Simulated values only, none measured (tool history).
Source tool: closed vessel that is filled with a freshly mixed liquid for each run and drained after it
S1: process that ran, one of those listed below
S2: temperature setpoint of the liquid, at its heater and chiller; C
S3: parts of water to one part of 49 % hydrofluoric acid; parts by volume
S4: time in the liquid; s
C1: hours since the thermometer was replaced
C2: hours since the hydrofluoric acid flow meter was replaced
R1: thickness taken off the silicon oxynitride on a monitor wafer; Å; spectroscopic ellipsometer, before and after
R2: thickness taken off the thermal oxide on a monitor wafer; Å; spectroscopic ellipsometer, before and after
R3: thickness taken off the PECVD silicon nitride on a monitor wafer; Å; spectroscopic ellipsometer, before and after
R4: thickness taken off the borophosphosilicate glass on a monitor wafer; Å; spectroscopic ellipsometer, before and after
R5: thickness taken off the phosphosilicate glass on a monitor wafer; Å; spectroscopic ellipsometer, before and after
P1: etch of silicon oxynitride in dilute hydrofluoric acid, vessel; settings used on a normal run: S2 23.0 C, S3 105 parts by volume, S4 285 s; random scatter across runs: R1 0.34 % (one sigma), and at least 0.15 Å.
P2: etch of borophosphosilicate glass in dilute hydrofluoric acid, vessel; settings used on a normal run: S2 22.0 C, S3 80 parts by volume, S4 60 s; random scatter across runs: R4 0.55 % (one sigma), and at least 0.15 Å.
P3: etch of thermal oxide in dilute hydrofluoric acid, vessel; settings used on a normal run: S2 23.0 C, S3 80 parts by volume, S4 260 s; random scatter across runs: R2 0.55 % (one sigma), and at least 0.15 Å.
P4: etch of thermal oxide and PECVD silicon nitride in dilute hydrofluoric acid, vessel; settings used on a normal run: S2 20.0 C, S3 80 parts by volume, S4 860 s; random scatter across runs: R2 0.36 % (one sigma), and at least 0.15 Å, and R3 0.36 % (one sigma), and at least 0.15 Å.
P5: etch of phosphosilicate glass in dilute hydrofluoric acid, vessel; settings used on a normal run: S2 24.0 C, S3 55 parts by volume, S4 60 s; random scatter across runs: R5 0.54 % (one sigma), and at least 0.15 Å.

| run | hour | S1 | S2 | S3 | S4 | C1 | C2 | R1 | R2 | R3 | R4 | R5 |
|---|---|---|---|---|---|---|---|---|---|---|---|---|
| 1 | 8.1 | P1 | 23.0 | 105 | 285 | 750.0 | 239.8 | 83.8840 |  |  |  |  |
| 2 | 15.7 | P1 | 23.0 | 105 | 285 | 757.6 | 247.4 | 84.3490 |  |  |  |  |
| 3 | 26.9 | P4 | 20.0 | 135 | 860 | 768.8 | 258.6 |  | 252.040 | 273.05 |  |  |
| 4 | 33.5 | P2 | 22.0 | 145 | 60 | 775.4 | 265.2 |  |  |  | 166.41 |  |
| 5 | 38.9 | P1 | 17.0 | 105 | 285 | 780.8 | 270.6 | 63.0040 |  |  |  |  |
| 6 | 48.0 | P1 | 23.0 | 105 | 285 | 789.9 | 279.7 | 84.6630 |  |  |  |  |
| 7 | 58.9 | P2 | 22.0 | 80 | 60 | 800.8 | 290.6 |  |  |  | 321.93 |  |
| 8 | 69.1 | P3 | 29.0 | 80 | 260 | 811.0 | 300.8 |  | 183.230 |  |  |  |
| 9 | 75.9 | P1 | 23.0 | 150 | 40 | 817.8 | 307.6 | 8.2225 |  |  |  |  |
| 10 | 85.8 | P4 | 20.0 | 80 | 430 | 827.7 | 317.5 |  | 225.620 | 228.75 |  |  |
| 11 | 91.5 | P1 | 23.0 | 105 | 285 | 833.4 | 323.2 | 84.9740 |  |  |  |  |
| 12 | 98.3 | P3 | 23.0 | 80 | 260 | 840.2 | 330.0 |  | 143.040 |  |  |  |
| 13 | 105.9 | P5 | 24.0 | 55 | 60 | 847.8 | 337.6 |  |  |  |  | 1507.8 |
| 14 | 116.8 | P5 | 24.0 | 20 | 60 | 858.7 | 348.5 |  |  |  |  | 4349.5 |
| 15 | 123.3 | P1 | 23.0 | 105 | 285 | 865.2 | 355.0 | 84.1600 |  |  |  |  |
| 16 | 133.9 | P1 | 23.0 | 185 | 285 | 875.8 | 365.6 | 44.8350 |  |  |  |  |
| 17 | 144.8 | P1 | 27.5 | 105 | 285 | 886.7 | 376.5 | 104.2900 |  |  |  |  |
| 18 | 154.1 | P3 | 23.0 | 145 | 260 | 896.0 | 385.8 |  | 73.296 |  |  |  |
| 19 | 163.2 | P5 | 30.5 | 55 | 60 | 905.1 | 394.9 |  |  |  |  | 1923.8 |
| 20 | 170.9 | P2 | 22.0 | 80 | 95 | 912.8 | 402.6 |  |  |  | 512.18 |  |
| 21 | 178.0 | P2 | 27.5 | 80 | 60 | 919.9 | 409.7 |  |  |  | 400.13 |  |
| 22 | 186.9 | P1 | 23.0 | 50 | 285 | 928.8 | 418.6 | 184.5300 |  |  |  |  |
| 23 | 194.0 | P1 | 23.0 | 105 | 285 | 935.9 | 425.7 | 83.8750 |  |  |  |  |
| 24 | 202.6 | P1 | 23.0 | 105 | 90 | 944.5 | 434.3 | 26.8090 |  |  |  |  |
| 25 | 211.6 | P4 | 20.0 | 80 | 860 | 953.5 | 443.3 |  | 451.090 | 454.14 |  |  |
| 26 | 219.8 | P1 | 23.0 | 105 | 470 | 961.7 | 451.5 | 138.8400 |  |  |  |  |
| 27 | 229.5 | P2 | 22.0 | 80 | 60 | 971.4 | 461.2 |  |  |  | 325.31 |  |
| 28 | 236.8 | P5 | 24.0 | 55 | 60 | 978.7 | 468.5 |  |  |  |  | 1508.3 |
| 29 | 246.9 | P4 | 17.0 | 80 | 860 | 988.8 | 478.6 |  | 396.730 | 372.65 |  |  |
| 30 | 253.4 | P1 | 23.0 | 105 | 285 | 995.3 | 485.1 | 84.9220 |  |  |  |  |
| 31 | 259.1 | P3 | 23.0 | 80 | 260 | 1001.0 | 490.8 |  | 143.310 |  |  |  |
| 32 | 268.4 | P3 | 23.0 | 80 | 385 | 1010.3 | 500.1 |  | 215.020 |  |  |  |
| 33 | 275.1 | P5 | 24.0 | 55 | 115 | 1017.0 | 506.8 |  |  |  |  | 2833.4 |
| 34 | 286.4 | P1 | 23.0 | 105 | 285 | 1028.3 | 518.1 | 84.5480 |  |  |  |  |
| 35 | 296.3 | P1 | 23.0 | 105 | 285 | 1038.2 | 528.0 | 87.5200 |  |  |  |  |
| 36 | 303.8 | P1 | 23.0 | 105 | 285 | 1045.7 | 535.5 | 88.6900 |  |  |  |  |
| 37 | 314.4 | P1 | 23.0 | 105 | 285 | 1056.3 | 546.1 | 89.4180 |  |  |  |  |
| 38 | 322.4 | P1 | 23.0 | 105 | 285 | 1064.3 | 554.1 | 90.2820 |  |  |  |  |
| 39 | 329.5 | P1 | 23.0 | 105 | 285 | 1071.4 | 561.2 | 90.4870 |  |  |  |  |
| 40 | 340.4 | P1 | 23.0 | 105 | 285 | 1082.3 | 572.1 | 90.8960 |  |  |  |  |
| 41 | 349.4 | P1 | 23.0 | 105 | 285 | 1091.3 | 581.1 | 90.6890 |  |  |  |  |

What P1 gives has crept off from where it sat before. The 2 causes that follow fit the log equally well, each at the size noted:
A: hydrofluoric acid flow above the setpoint (%) = 6.95
B: liquid hotter than its thermometer reads (K) = 1.54
The creep began at about hour 286.4.

Which of the 4 check runs listed below separates the causes, so that each cause would produce a clearly different result? Each run uses one wafer, and its results are marked with question marks.
| check 1 | 358.4 | P3 | 23.0 | 80 | 260 |  |  |  | ? |  |  |  |
| check 2 | 358.4 | P2 | 22.0 | 80 | 60 |  |  |  |  |  | ? |  |
| check 3 | 358.4 | P4 | 20.0 | 80 | 860 |  |  |  | ? | ? |  |  |
| check 4 | 358.4 | P5 | 24.0 | 55 | 60 |  |  |  |  |  |  | ? |

How each check would come out, cause by cause:
| check | result | if A | if B |
|---|---|---|---|
| check 1 | R2 | 155.020 | 153.230 |
| check 2 | R4 | 348.99 | 345.19 |
| check 3 | R2 | 485.900 | 481.280 |
| check 3 | R3 | 486.62 | 506.20 |
| check 4 | R5 | 1614.0 | 1599.4 |
Per check, the gap between the least separated pair of causes, taken in the result that splits them most: check 1 1.16 %; check 2 1.09 %; check 3 3.95 %; check 4 0.91 %
Check 3 tells the causes apart: in the others they would give nearly the same result.

Check 3 was then run and gave: R2 482.370 Å; R3 486.60 Å. Which cause is it?

It is A: hydrofluoric acid flow above the setpoint (%).
